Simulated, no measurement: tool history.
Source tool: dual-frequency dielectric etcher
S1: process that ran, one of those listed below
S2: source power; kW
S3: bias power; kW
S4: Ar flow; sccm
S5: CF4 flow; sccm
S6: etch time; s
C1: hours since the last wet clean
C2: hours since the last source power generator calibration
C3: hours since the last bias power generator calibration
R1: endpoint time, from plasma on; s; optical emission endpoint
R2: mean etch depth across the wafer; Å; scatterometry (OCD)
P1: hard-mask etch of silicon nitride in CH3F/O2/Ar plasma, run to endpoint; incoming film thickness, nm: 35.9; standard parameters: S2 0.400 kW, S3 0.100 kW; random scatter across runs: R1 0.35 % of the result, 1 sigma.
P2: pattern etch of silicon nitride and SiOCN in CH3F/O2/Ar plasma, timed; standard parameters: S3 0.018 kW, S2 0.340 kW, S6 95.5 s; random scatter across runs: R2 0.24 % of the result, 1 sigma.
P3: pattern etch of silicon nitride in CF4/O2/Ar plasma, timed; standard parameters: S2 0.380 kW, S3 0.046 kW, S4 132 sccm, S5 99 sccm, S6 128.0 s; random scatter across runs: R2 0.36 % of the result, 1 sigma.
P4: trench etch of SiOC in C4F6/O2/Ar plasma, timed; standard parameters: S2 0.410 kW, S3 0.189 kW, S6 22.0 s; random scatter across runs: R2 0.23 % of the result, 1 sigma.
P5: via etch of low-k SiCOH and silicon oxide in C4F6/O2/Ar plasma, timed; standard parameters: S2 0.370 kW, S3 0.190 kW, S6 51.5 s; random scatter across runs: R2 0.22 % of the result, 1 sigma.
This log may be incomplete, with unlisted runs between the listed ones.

| run | hour | S1 | S2 | S3 | S4 | S5 | S6 | C1 | C2 | C3 | R1 | R2 |
|---|---|---|---|---|---|---|---|---|---|---|---|---|
| 1 | 12.1 | P1 | 0.400 | 0.100 |  |  |  | 383.4 | 647.4 | 1919.5 | 44.716 |  |
| 2 | 21.4 | P3 | 0.380 | 0.046 | 132 | 79 | 128.0 | 392.7 | 656.7 | 1928.8 |  | 1669.900 |
| 3 | 37.0 | P1 | 0.400 | 0.100 |  |  |  | 408.3 | 672.3 | 1944.4 | 44.951 |  |
| 4 | 50.4 | P1 | 0.400 | 0.100 |  |  |  | 421.7 | 685.7 | 1957.8 | 45.236 |  |
| 5 | 58.5 | P5 | 0.250 | 0.190 |  |  | 51.5 | 429.8 | 693.8 | 1965.9 |  | 1150.000 |
| 6 | 74.7 | P4 | 0.410 | 0.155 |  |  | 22.0 | 446.0 | 710.0 | 1982.1 |  | 448.070 |
| 7 | 87.6 | P3 | 0.470 | 0.046 | 132 | 99 | 128.0 | 458.9 | 722.9 | 1995.0 |  | 2062.700 |
| 8 | 104.6 | P1 | 0.400 | 0.100 |  |  |  | 475.9 | 739.9 | 2012.0 | 44.978 |  |
| 9 | 118.1 | P1 | 0.290 | 0.077 |  |  |  | 489.4 | 753.4 | 2025.5 | 55.934 |  |
| 10 | 132.2 | P4 | 0.410 | 0.189 |  |  | 22.0 | 503.5 | 767.5 | 2039.6 |  | 479.340 |
| 11 | 144.0 | P1 | 0.290 | 0.066 |  |  |  | 515.3 | 779.3 | 2051.4 | 58.686 |  |
| 12 | 159.8 | P2 | 0.450 | 0.018 |  |  | 95.5 | 531.1 | 795.1 | 2067.2 |  | 114.880 |
| 13 | 169.2 | P1 | 0.400 | 0.136 |  |  |  | 540.5 | 804.5 | 2076.6 | 40.028 |  |
| 14 | 182.6 | P5 | 0.370 | 0.190 |  |  | 67.0 | 553.9 | 817.9 | 2090.0 |  | 1736.400 |
| 15 | 195.7 | P2 | 0.340 | 0.011 |  |  | 95.5 | 567.0 | 831.0 | 2103.1 |  | 85.675 |
| 16 | 210.6 | P3 | 0.380 | 0.046 | 132 | 99 | 178.5 | 581.9 | 845.9 | 2118.0 |  | 2397.100 |
| 17 | 223.5 | P4 | 0.410 | 0.189 |  |  | 27.5 | 594.8 | 858.8 | 2130.9 |  | 600.410 |
| 18 | 232.4 | P3 | 0.380 | 0.046 | 132 | 99 | 128.0 | 603.7 | 867.7 | 2139.8 |  | 1718.400 |
| 19 | 249.4 | P5 | 0.370 | 0.190 |  |  | 51.5 | 620.7 | 884.7 | 2156.8 |  | 1335.400 |
| 20 | 258.5 | P2 | 0.340 | 0.018 |  |  | 95.5 | 629.8 | 893.8 | 2165.9 |  | 104.230 |
| 21 | 270.9 | P3 | 0.380 | 0.046 | 172 | 99 | 128.0 | 642.2 | 906.2 | 2178.3 |  | 1661.300 |
| 22 | 282.5 | P1 | 0.400 | 0.100 |  |  |  | 653.8 | 917.8 | 2189.9 | 45.079 |  |
| 23 | 294.7 | P1 | 0.300 | 0.100 |  |  |  | 666.0 | 930.0 | 2202.1 | 50.243 |  |
| 24 | 310.2 | P1 | 0.260 | 0.125 |  |  |  | 681.5 | 945.5 | 2217.6 | 48.699 |  |
| 25 | 322.8 | P1 | 0.530 | 0.100 |  |  |  | 694.1 | 958.1 | 2230.2 | 40.622 |  |
| 26 | 332.0 | P3 | 0.380 | 0.035 | 132 | 99 | 128.0 | 703.3 | 967.3 | 2239.4 |  | 1555.000 |
| 27 | 343.7 | P1 | 0.400 | 0.100 |  |  |  | 715.0 | 979.0 | 2251.1 | 45.223 |  |
| 28 | 355.4 | P2 | 0.340 | 0.018 |  |  | 58.0 | 726.7 | 990.7 | 2262.8 |  | 63.246 |
| 29 | 371.8 | P1 | 0.400 | 0.060 |  |  |  | 743.1 | 1007.1 | 2279.2 | 53.748 |  |
|  | 376.7 | bias power generator calibrated |
| 30 | 385.3 | P4 | 0.340 | 0.189 |  |  | 22.0 | 756.6 | 1020.6 | 8.7 |  | 446.530 |

Run 31 comes next. What will it give?
| 31 | 393.7 | P2 | 0.340 | 0.018 |  |  | 95.5 | 765.0 | 1029.0 | 17.1 |  | ? |

{"run 31": {"R2": 104.79}}

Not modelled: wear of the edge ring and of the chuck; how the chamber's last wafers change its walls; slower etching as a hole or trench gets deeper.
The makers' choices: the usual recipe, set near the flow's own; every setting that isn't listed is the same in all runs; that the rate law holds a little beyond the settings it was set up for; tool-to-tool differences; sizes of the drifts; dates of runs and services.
